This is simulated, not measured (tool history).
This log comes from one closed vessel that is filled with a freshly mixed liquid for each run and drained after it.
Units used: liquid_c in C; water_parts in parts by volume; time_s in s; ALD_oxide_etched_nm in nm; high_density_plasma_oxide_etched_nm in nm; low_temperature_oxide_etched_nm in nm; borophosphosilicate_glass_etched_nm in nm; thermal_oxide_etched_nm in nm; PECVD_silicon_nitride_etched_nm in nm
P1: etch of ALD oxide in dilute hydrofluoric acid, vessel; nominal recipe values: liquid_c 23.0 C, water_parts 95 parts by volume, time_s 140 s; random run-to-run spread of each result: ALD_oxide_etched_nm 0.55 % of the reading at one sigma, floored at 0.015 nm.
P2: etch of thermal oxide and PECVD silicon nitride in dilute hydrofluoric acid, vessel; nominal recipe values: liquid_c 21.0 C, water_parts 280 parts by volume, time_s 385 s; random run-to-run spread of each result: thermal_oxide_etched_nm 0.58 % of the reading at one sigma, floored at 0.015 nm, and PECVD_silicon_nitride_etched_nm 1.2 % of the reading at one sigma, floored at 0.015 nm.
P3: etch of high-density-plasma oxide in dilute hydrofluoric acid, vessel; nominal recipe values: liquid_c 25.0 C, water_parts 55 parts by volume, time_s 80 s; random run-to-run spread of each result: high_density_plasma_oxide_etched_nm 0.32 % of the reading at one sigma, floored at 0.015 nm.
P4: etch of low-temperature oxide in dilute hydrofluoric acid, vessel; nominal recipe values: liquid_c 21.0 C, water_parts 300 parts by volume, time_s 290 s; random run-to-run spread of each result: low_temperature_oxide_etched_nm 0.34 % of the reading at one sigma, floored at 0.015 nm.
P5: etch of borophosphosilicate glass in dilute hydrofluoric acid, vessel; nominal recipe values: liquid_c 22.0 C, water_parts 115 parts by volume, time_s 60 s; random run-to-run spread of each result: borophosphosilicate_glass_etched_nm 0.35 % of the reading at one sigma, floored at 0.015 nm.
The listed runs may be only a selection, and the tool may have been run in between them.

run     day  process  liquid_c  water_parts  time_s  hours since the thermometer was replaced  hours since the hydrofluoric acid flow meter was replaced  ALD_oxide_etched_nm  high_density_plasma_oxide_etched_nm  low_temperature_oxide_etched_nm  borophosphosilicate_glass_etched_nm  thermal_oxide_etched_nm  PECVD_silicon_nitride_etched_nm
  1   0.488       P1      23.0           95     140                                     500.0                                                      421.6              21.3530
  2   0.825       P3      31.5           55      80                                     508.1                                                      429.7                                                   15.4050
  3   1.471       P4      21.0           50     290                                     523.6                                                      445.2                                                                                    56.2180
  4   2.033       P1      23.0           55     140                                     537.1                                                      458.7              38.8070
  5   2.725       P5      22.0           20      60                                     553.7                                                      475.3                                                                                                                         218.290
  6   3.238       P5      22.0          115      60                                     566.0                                                      487.6                                                                                                                          33.802
  7   3.846       P1      17.0           95      70                                     580.6                                                      502.2               8.3137
  8   4.612       P1      23.0           95     140                                     599.0                                                      520.6              21.3990
  9   5.038       P2      21.0          280     385                                     609.2                                                      530.8                                                                                                                                                  4.91550                          1.93550
 10   5.492       P3      25.0           55      80                                     620.1                                                      541.7                                                   11.9130
 11   6.033       P5      22.0          115      60                                     633.1                                                      554.7                                                                                                                          34.093
 12   6.725       P3      25.0           95      80                                     649.7                                                      571.3                                                    6.5399
 13   7.071       P4      21.0          300     290                                     658.0                                                      579.6                                                                                     7.2432
 14   7.475       P3      25.0           55     155                                     667.7                                                      589.3                                                   22.9610
 15   8.033       P1      23.0           95     140                                     681.1                                                      602.7              21.4490
 16   8.375       P4      21.0          300      75                                     689.3                                                      610.9                                                                                     1.8811
 17   9.038       P5      22.0          115      30                                     705.2                                                      626.8                                                                                                                          16.874
 18   9.696       P2      21.0          280      70                                     721.0                                                      642.6                                                                                                                                                  0.91861                          0.35158
 19  10.350       P2      28.0          280     385                                     736.7                                                      658.3                                                                                                                                                  6.32520                          2.93710
 20  11.033       P1      23.0          145     140                                     753.1                                                      674.7              13.1080
 21  11.621       P1      23.0           95      35                                     767.2                                                      688.8               5.3550
 22  12.217       P1      17.0           95     140                                     781.5                                                      703.1              16.5810
 23  12.858       P5      17.0          115      60                                     796.9                                                      718.5                                                                                                                          27.461
 24  13.329       P4      17.0          300     290                                     808.2                                                      729.8                                                                                     6.2200
 25  13.708       P1      23.0           95     140                                     817.3                                                      738.9              21.2790
 26  14.183       P1      23.0           95     140                                     828.7                                                      750.3              21.4230
 27  14.621       P1      23.0           95     215                                     839.2                                                      760.8              32.9970
 28  15.146       P2      21.0           50     385                                     851.8                                                      773.4                                                                                                                                                 35.29300                         10.17800
 29  15.500       P1      23.0           95     140                                     860.3                                                      781.9              21.2230
 30  16.171       P1      23.0           95     140                                     876.4                                                      798.0              21.3760
 31  16.896       P1      30.5           95     140                                     893.8                                                      815.4              28.5850
 32  17.238       P1      23.0           95     140                                     902.0                                                      823.6              21.4100
 33  17.958       P1      23.0           95     140                                     919.3                                                      840.9              20.6670
 34  18.300       P1      23.0           95     140                                     927.5                                                      849.1              20.5310
 35  18.725       P1      23.0           95     140                                     937.7                                                      859.3              20.3540
 36  19.208       P1      23.0           95     140                                     949.3                                                      870.9              19.9900
 37  19.838       P1      23.0           95     140                                     964.4                                                      886.0              19.8390
 38  20.583       P1      23.0           95     140                                     982.3                                                      903.9              19.8730
 39  21.250       P1      23.0           95     140                                     998.3                                                      919.9              19.8360
 40  21.725       P1      23.0           95     140                                    1009.7                                                      931.3              19.6130
 41  22.121       P1      23.0           95     140                                    1019.2                                                      940.8              19.7250
 42  22.762       P1      23.0           95     140                                    1034.6                                                      956.2              19.6140
 43  23.196       P1      23.0           95     140                                    1045.0                                                      966.6              19.6810

What P1 gives has crept away from where it was. These 2 causes fit the log equally well, each at the size given:
A: hydrofluoric acid flow below the setpoint (%) = 7.02
B: liquid colder than its thermometer reads (K) = 2.02
The gradual shift began around day 17.238.

Which of the 4 check runs listed below, each an average over 3 wafers with its results shown as question marks, gives clearly different results under the different listed causes?
check 1  23.629       P4      21.0          110      85                                                                                                                                                                                               ?
check 2  23.629       P3      30.5           55      80                                                                                                                                                              ?
check 3  23.629       P5      17.0          115      60                                                                                                                                                                                                                                    ?
check 4  23.629       P2      24.0          195     385                                                                                                                                                                                                                                                             ?                                ?

Expected result of each check under each candidate cause:
  check                               result     if A     if B
check 1      low_temperature_oxide_etched_nm   6.4289   6.4269
check 2  high_density_plasma_oxide_etched_nm  13.6740  13.6730
check 3  borophosphosilicate_glass_etched_nm   25.362   25.267
check 4              thermal_oxide_etched_nm  7.87510  7.97670
check 4      PECVD_silicon_nitride_etched_nm  3.07680  2.90590
How far apart the two closest causes lie, in the result that separates them most: check 1 0.03 %; check 2 0.01 %; check 3 0.37 %; check 4 5.71 %
Only in check 4 would the causes give clearly different results; in the remaining checks their results would be nearly the same.

Here is what check 4 returned: thermal_oxide_etched_nm 7.86080 nm; PECVD_silicon_nitride_etched_nm 3.08280 nm. Which cause is it?

It was cause A: hydrofluoric acid flow below the setpoint (%).

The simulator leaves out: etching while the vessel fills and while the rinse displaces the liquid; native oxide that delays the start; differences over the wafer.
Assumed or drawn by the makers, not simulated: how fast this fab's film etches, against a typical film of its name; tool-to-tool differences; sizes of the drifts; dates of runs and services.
